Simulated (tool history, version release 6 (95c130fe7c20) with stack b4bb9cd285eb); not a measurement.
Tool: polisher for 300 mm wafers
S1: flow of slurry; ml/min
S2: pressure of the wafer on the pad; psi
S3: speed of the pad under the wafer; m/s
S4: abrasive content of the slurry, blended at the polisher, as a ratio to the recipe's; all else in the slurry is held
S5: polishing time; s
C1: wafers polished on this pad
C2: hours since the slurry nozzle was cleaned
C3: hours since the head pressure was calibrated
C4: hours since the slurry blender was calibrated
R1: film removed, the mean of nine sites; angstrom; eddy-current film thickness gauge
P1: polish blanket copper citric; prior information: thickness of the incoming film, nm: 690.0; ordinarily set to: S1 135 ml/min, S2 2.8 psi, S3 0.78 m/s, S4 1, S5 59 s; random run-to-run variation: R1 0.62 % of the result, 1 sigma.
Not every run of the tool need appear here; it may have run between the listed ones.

run,hour,S1,S2,S3,S4,S5,C1,C2,C3,C4,R1
1,4.2,135,2.8,0.78,1,59,225,146.3,675.9,90.1,958.51
2,9.3,135,2.8,0.36,1,59,284,151.4,681,95.2,459.04
3,14.2,80,2.8,0.78,1,59,341,156.3,685.9,100.1,852.23
4,17.1,135,2.8,0.78,1.35,59,374,159.2,688.8,103,1029.7
5,21.5,135,2.8,1.22,1,59,425,163.6,693.2,107.4,1477.9
6,25.8,135,2.8,0.78,1,59,475,167.9,697.5,111.7,955.01
7,28.6,190,2.8,1.02,1,59,507,170.7,700.3,114.5,1315.7
8,33,135,3.9,0.78,1,59,558,175.1,704.7,118.9,1327.2
9,35.3,135,2.8,0.78,1,59,584,177.4,707,121.2,968.1
10,40.4,135,2.8,0.78,1,59,643,182.5,712.1,126.3,962.55
11,43.3,200,2.8,0.78,1,59,677,185.4,715,129.2,1024.2
12,47.6,135,2.8,0.78,1,59,726,189.7,719.3,133.5,973.47
13,51.1,135,2.8,0.78,1,80,767,193.2,722.8,137,1289.4
14,56.3,135,2.8,0.78,1,59,827,198.4,728,142.2,967.3
15,58.9,135,2.8,0.78,1,59,857,201,730.6,144.8,953.39
16,61.5,95,2.8,0.78,1.2,59,887,203.6,733.2,147.4,914.68
17,63.9,135,2.8,0.78,0.65,59,915,206,735.6,149.8,876.33
18,66.4,135,2.8,0.78,1,27,943,208.5,738.1,152.3,438.8
19,70.4,135,1.7,0.78,1,59,990,212.5,742.1,156.3,597.11
20,73.2,135,2.8,0.78,1,59,1022,215.3,744.9,159.1,953.61
21,75.9,135,2.8,0.78,1,59,1053,218,747.6,161.8,934.69

Forecast run 22:
22,78.8,135,2.8,0.78,1,59,1087,220.9,750.5,164.7,?

R1: 916.92 angstrom

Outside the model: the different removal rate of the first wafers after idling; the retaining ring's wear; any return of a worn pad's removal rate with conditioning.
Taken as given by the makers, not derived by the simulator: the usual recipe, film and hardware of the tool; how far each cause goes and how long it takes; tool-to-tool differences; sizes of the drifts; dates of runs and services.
